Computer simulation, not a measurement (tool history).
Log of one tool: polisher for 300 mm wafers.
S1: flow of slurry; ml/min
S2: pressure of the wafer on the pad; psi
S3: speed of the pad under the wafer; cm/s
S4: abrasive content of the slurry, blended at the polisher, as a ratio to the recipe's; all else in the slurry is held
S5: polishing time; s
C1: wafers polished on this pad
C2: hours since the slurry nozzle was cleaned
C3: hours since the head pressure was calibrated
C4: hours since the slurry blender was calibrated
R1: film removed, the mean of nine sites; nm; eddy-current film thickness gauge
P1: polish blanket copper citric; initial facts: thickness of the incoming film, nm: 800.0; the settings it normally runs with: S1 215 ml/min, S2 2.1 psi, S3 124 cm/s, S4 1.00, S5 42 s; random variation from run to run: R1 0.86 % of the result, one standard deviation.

Run 1, day 0.508: S1 215 ml/min, S2 2.1 psi, S3 124 cm/s, S4 1.00, S5 42 s; C1 636; C2 440.8; C3 272.7; C4 196.4. Result: R1 81.376 nm.
Run 2, day 0.996: S1 215 ml/min, S2 2.1 psi, S3 124 cm/s, S4 1.00, S5 42 s; C1 805; C2 452.5; C3 284.4; C4 208.1. Result: R1 82.513 nm.
Run 3, day 1.312: S1 215 ml/min, S2 2.1 psi, S3 124 cm/s, S4 1.00, S5 42 s; C1 914; C2 460.1; C3 292.0; C4 215.7. Result: R1 81.319 nm.
Run 4, day 1.817: S1 215 ml/min, S2 2.1 psi, S3 124 cm/s, S4 1.00, S5 42 s; C1 1089; C2 472.2; C3 304.1; C4 227.8. Result: R1 80.825 nm.
Run 5, day 2.308: S1 315 ml/min, S2 2.1 psi, S3 124 cm/s, S4 1.00, S5 23 s; C1 1259; C2 484.0; C3 315.9; C4 239.6. Result: R1 46.553 nm.
Run 6, day 3.033: S1 215 ml/min, S2 2.1 psi, S3 124 cm/s, S4 0.50, S5 42 s; C1 1510; C2 501.4; C3 333.3; C4 257.0. Result: R1 70.376 nm.
Run 7, day 3.371: S1 215 ml/min, S2 2.1 psi, S3 124 cm/s, S4 1.00, S5 42 s; C1 1626; C2 509.5; C3 341.4; C4 265.1. Result: R1 81.695 nm.
Run 8, day 3.946: S1 280 ml/min, S2 2.1 psi, S3 124 cm/s, S4 1.00, S5 42 s; C1 1825; C2 523.3; C3 355.2; C4 278.9. Result: R1 82.781 nm.
Run 9, day 4.425: S1 215 ml/min, S2 2.1 psi, S3 64 cm/s, S4 1.00, S5 42 s; C1 1991; C2 534.8; C3 366.7; C4 290.4. Result: R1 43.005 nm.
Run 10, day 4.992: S1 130 ml/min, S2 2.1 psi, S3 124 cm/s, S4 1.00, S5 42 s; C1 2187; C2 548.4; C3 380.3; C4 304.0. Result: R1 76.845 nm.
Run 11, day 5.558: S1 215 ml/min, S2 2.1 psi, S3 124 cm/s, S4 1.00, S5 59 s; C1 2383; C2 562.0; C3 393.9; C4 317.6. Result: R1 115.210 nm.
At day 5.729: worn pad replaced by a new one.
Run 12, day 5.925: S1 215 ml/min, S2 2.1 psi, S3 124 cm/s, S4 1.25, S5 42 s; C1 67; C2 570.8; C3 402.7; C4 326.4. Result: R1 87.045 nm.
Run 13, day 6.317: S1 215 ml/min, S2 2.1 psi, S3 124 cm/s, S4 1.00, S5 19 s; C1 203; C2 580.2; C3 412.1; C4 335.8. Result: R1 36.888 nm.
Run 14, day 6.754: S1 215 ml/min, S2 2.6 psi, S3 124 cm/s, S4 1.00, S5 42 s; C1 354; C2 590.7; C3 422.6; C4 346.3. Result: R1 98.946 nm.
At day 7.321: slurry blender recalibrated.
Run 15, day 7.321: S1 215 ml/min, S2 1.3 psi, S3 124 cm/s, S4 1.00, S5 42 s; C1 550; C2 604.3; C3 436.2; C4 0.1. Result: R1 50.797 nm.
Run 16, day 7.888: S1 130 ml/min, S2 2.1 psi, S3 124 cm/s, S4 1.00, S5 62 s; C1 746; C2 617.9; C3 449.8; C4 13.7. Result: R1 110.720 nm.
Run 17, day 8.600: S1 215 ml/min, S2 2.1 psi, S3 124 cm/s, S4 1.00, S5 42 s; C1 993; C2 635.0; C3 466.9; C4 30.8. Result: R1 81.912 nm.
Run 18, day 9.100: S1 215 ml/min, S2 2.1 psi, S3 190 cm/s, S4 1.00, S5 42 s; C1 1166; C2 647.0; C3 478.9; C4 42.8. Result: R1 122.890 nm.
Run 19, day 9.496: S1 215 ml/min, S2 2.1 psi, S3 124 cm/s, S4 1.00, S5 42 s; C1 1303; C2 656.5; C3 488.4; C4 52.3. Result: R1 81.424 nm.
Run 20, day 10.142: S1 215 ml/min, S2 2.1 psi, S3 124 cm/s, S4 1.00, S5 42 s; C1 1526; C2 672.0; C3 503.9; C4 67.8. Result: R1 80.220 nm.
Run 21, day 10.704: S1 215 ml/min, S2 2.1 psi, S3 124 cm/s, S4 1.00, S5 42 s; C1 1721; C2 685.5; C3 517.4; C4 81.3. Result: R1 78.826 nm.
Run 22, day 11.321: S1 215 ml/min, S2 2.1 psi, S3 124 cm/s, S4 1.00, S5 42 s; C1 1934; C2 700.3; C3 532.2; C4 96.1. Result: R1 78.492 nm.
At day 11.588: slurry blender recalibrated.
Run 23, day 11.988: S1 215 ml/min, S2 2.1 psi, S3 124 cm/s, S4 1.00, S5 42 s; C1 2165; C2 716.3; C3 548.2; C4 9.6. Result: R1 77.157 nm.

Run 24 is up next; what results do you expect?
At day 12.038: worn pad replaced by a new one.
Run 24, day 12.417: S1 215 ml/min, S2 2.1 psi, S3 124 cm/s, S4 1.00, S5 42 s; C1 131; C2 726.6; C3 558.5; C4 19.9. Result: R1 ?.

{"run 24": {"R1": 77.216}}

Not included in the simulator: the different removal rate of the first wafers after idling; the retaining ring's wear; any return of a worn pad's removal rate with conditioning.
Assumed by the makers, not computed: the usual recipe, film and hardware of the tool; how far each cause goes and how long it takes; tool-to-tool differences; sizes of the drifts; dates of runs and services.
